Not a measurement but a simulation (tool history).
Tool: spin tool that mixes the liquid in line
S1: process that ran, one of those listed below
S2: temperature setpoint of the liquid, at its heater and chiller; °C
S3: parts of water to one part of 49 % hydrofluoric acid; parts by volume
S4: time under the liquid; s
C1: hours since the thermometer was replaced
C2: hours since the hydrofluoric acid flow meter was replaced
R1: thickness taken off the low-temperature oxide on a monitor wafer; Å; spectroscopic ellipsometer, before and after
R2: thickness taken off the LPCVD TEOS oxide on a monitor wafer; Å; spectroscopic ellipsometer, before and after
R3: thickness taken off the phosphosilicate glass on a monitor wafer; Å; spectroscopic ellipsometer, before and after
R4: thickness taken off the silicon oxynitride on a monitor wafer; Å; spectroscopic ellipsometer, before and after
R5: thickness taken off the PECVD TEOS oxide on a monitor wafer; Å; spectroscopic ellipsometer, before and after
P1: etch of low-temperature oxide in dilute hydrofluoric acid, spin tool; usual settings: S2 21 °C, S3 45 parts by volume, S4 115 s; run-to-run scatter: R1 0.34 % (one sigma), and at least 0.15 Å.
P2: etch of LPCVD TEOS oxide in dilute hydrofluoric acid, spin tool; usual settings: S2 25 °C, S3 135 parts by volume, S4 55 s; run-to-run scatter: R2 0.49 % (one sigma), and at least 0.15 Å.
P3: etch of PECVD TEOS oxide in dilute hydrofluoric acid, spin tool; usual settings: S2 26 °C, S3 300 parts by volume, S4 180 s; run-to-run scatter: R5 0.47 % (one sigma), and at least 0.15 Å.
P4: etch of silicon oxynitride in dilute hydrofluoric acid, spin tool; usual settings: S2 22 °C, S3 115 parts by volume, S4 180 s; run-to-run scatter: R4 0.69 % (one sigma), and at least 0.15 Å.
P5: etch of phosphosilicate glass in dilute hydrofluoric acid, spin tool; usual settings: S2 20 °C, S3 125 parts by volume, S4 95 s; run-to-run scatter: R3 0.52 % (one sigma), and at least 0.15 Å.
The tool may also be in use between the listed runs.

{"run": 1, "hour": 10.3, "S1": "P1", "S2": 21, "S3": 45, "S4": 115, "C1": 547.6, "C2": 1033.4, "R1": 263.95}
{"run": 2, "hour": 20.5, "S1": "P1", "S2": 26, "S3": 45, "S4": 115, "C1": 557.8, "C2": 1043.6, "R1": 324.46}
{"run": 3, "hour": 30.6, "S1": "P2", "S2": 25, "S3": 135, "S4": 55, "C1": 567.9, "C2": 1053.7, "R2": 143.92}
{"run": 4, "hour": 40.7, "S1": "P5", "S2": 20, "S3": 175, "S4": 95, "C1": 578, "C2": 1063.8, "R3": 281.92}
{"run": 5, "hour": 50.8, "S1": "P1", "S2": 21, "S3": 45, "S4": 115, "C1": 588.1, "C2": 1073.9, "R1": 264.5}
{"run": 6, "hour": 59.9, "S1": "P5", "S2": 20, "S3": 125, "S4": 95, "C1": 597.2, "C2": 1083, "R3": 411.88}
{"run": 7, "hour": 70.1, "S1": "P2", "S2": 25, "S3": 70, "S4": 55, "C1": 607.4, "C2": 1093.2, "R2": 299.99}
{"run": 8, "hour": 83.4, "S1": "P1", "S2": 21, "S3": 45, "S4": 185, "C1": 620.7, "C2": 1106.5, "R1": 425.72}
{"run": 9, "hour": 98.8, "S1": "P1", "S2": 21, "S3": 65, "S4": 30, "C1": 636.1, "C2": 1121.9, "R1": 46.533}
{"run": 10, "hour": 113.6, "S1": "P4", "S2": 22, "S3": 115, "S4": 270, "C1": 650.9, "C2": 1136.7, "R4": 60.735}
{"run": 11, "hour": 124.4, "S1": "P1", "S2": 21, "S3": 45, "S4": 55, "C1": 661.7, "C2": 1147.5, "R1": 126.17}
{"run": 12, "hour": 137.5, "S1": "P4", "S2": 22, "S3": 115, "S4": 180, "C1": 674.8, "C2": 1160.6, "R4": 40.711}
{"run": 13, "hour": 149.3, "S1": "P4", "S2": 17, "S3": 115, "S4": 180, "C1": 686.6, "C2": 1172.4, "R4": 31.818}
{"run": 14, "hour": 164.0, "S1": "P3", "S2": 26, "S3": 500, "S4": 180, "C1": 701.3, "C2": 1187.1, "R5": 49.847}
{"run": 15, "hour": 177.9, "S1": "P3", "S2": 26, "S3": 300, "S4": 180, "C1": 715.2, "C2": 1201, "R5": 99.702}
{"run": 16, "hour": 192.5, "S1": "P2", "S2": 17, "S3": 135, "S4": 55, "C1": 729.8, "C2": 1215.6, "R2": 103.73}
{"run": 17, "hour": 203.0, "S1": "P1", "S2": 21, "S3": 60, "S4": 115, "C1": 740.3, "C2": 1226.1, "R1": 194.25}
{"run": 18, "hour": 209.9, "S1": "P3", "S2": 26, "S3": 300, "S4": 300, "C1": 747.2, "C2": 1233, "R5": 167.43}
{"run": 19, "hour": 225.4, "S1": "P5", "S2": 17, "S3": 125, "S4": 95, "C1": 762.7, "C2": 1248.5, "R3": 368.99}
{"run": 20, "hour": 234.2, "S1": "P3", "S2": 34, "S3": 300, "S4": 180, "C1": 771.5, "C2": 1257.3, "R5": 129.21}
{"run": 21, "hour": 250.2, "S1": "P1", "S2": 17, "S3": 45, "S4": 115, "C1": 787.5, "C2": 1273.3, "R1": 221.02}
{"run": 22, "hour": 260.1, "S1": "P1", "S2": 21, "S3": 45, "S4": 115, "C1": 797.4, "C2": 1283.2, "R1": 263.39}
{"hour": 270.1, "done": "hydrofluoric acid flow meter replaced"}
{"run": 23, "hour": 275.0, "S1": "P2", "S2": 25, "S3": 135, "S4": 110, "C1": 812.3, "C2": 5, "R2": 286.59}
{"run": 24, "hour": 282.7, "S1": "P4", "S2": 22, "S3": 170, "S4": 180, "C1": 820, "C2": 12.7, "R4": 26.771}
{"run": 25, "hour": 292.0, "S1": "P1", "S2": 21, "S3": 30, "S4": 115, "C1": 829.3, "C2": 22, "R1": 403.94}
{"run": 26, "hour": 301.3, "S1": "P1", "S2": 21, "S3": 45, "S4": 115, "C1": 838.6, "C2": 31.3, "R1": 264.62}
{"run": 27, "hour": 315.4, "S1": "P5", "S2": 20, "S3": 125, "S4": 15, "C1": 852.7, "C2": 45.4, "R3": 66.236}
{"run": 28, "hour": 326.9, "S1": "P1", "S2": 21, "S3": 45, "S4": 115, "C1": 864.2, "C2": 56.9, "R1": 263.6}
{"run": 29, "hour": 337.6, "S1": "P1", "S2": 21, "S3": 45, "S4": 115, "C1": 874.9, "C2": 67.6, "R1": 275.69}
{"run": 30, "hour": 348.0, "S1": "P1", "S2": 21, "S3": 45, "S4": 115, "C1": 885.3, "C2": 78, "R1": 281.07}
{"run": 31, "hour": 363.9, "S1": "P1", "S2": 21, "S3": 45, "S4": 115, "C1": 901.2, "C2": 93.9, "R1": 285.82}
{"run": 32, "hour": 380.0, "S1": "P1", "S2": 21, "S3": 45, "S4": 115, "C1": 917.3, "C2": 110, "R1": 289.14}
{"run": 33, "hour": 388.0, "S1": "P1", "S2": 21, "S3": 45, "S4": 115, "C1": 925.3, "C2": 118, "R1": 289.73}
{"run": 34, "hour": 401.4, "S1": "P1", "S2": 21, "S3": 45, "S4": 115, "C1": 938.7, "C2": 131.4, "R1": 289.63}
{"run": 35, "hour": 414.4, "S1": "P1", "S2": 21, "S3": 45, "S4": 115, "C1": 951.7, "C2": 144.4, "R1": 290.38}

What P1 gives has crept away from where it was. These 2 causes fit the log equally well, each at the size given:
A: hydrofluoric acid flow above the setpoint (%) = 9.32
B: liquid hotter than its thermometer reads (K) = 2.24
The creep began at about hour 326.9.

4 check runs are offered, one wafer each, their results left as question marks. Which one tells the causes apart?
{"run": "check 1", "hour": 427.4, "S1": "P3", "S2": 33, "S3": 420, "S4": 180, "R5": "?"}
{"run": "check 2", "hour": 427.4, "S1": "P5", "S2": 17, "S3": 125, "S4": 20, "R3": "?"}
{"run": "check 3", "hour": 427.4, "S1": "P2", "S2": 19.5, "S3": 135, "S4": 95, "R2": "?"}
{"run": "check 4", "hour": 427.4, "S1": "P4", "S2": 17, "S3": 115, "S4": 180, "R4": "?"}

What each check would give under each cause:
check=check_1 result=R5 if_A=88.82 if_B=83.361
check=check_2 result=R3 if_A=85.837 if_B=85.176
check=check_3 result=R2 if_A=220.56 if_B=217.96
check=check_4 result=R4 if_A=35.215 if_B=35.753
How far apart the two closest causes lie, in the result that separates them most: check 1 6.34 %; check 2 0.77 %; check 3 1.18 %; check 4 1.52 %
Check 1 tells the causes apart: in the others they would give nearly the same result.

Then check 1 was run and gave: R5 89.694 Å. Which cause is it?

It is A: hydrofluoric acid flow above the setpoint (%).

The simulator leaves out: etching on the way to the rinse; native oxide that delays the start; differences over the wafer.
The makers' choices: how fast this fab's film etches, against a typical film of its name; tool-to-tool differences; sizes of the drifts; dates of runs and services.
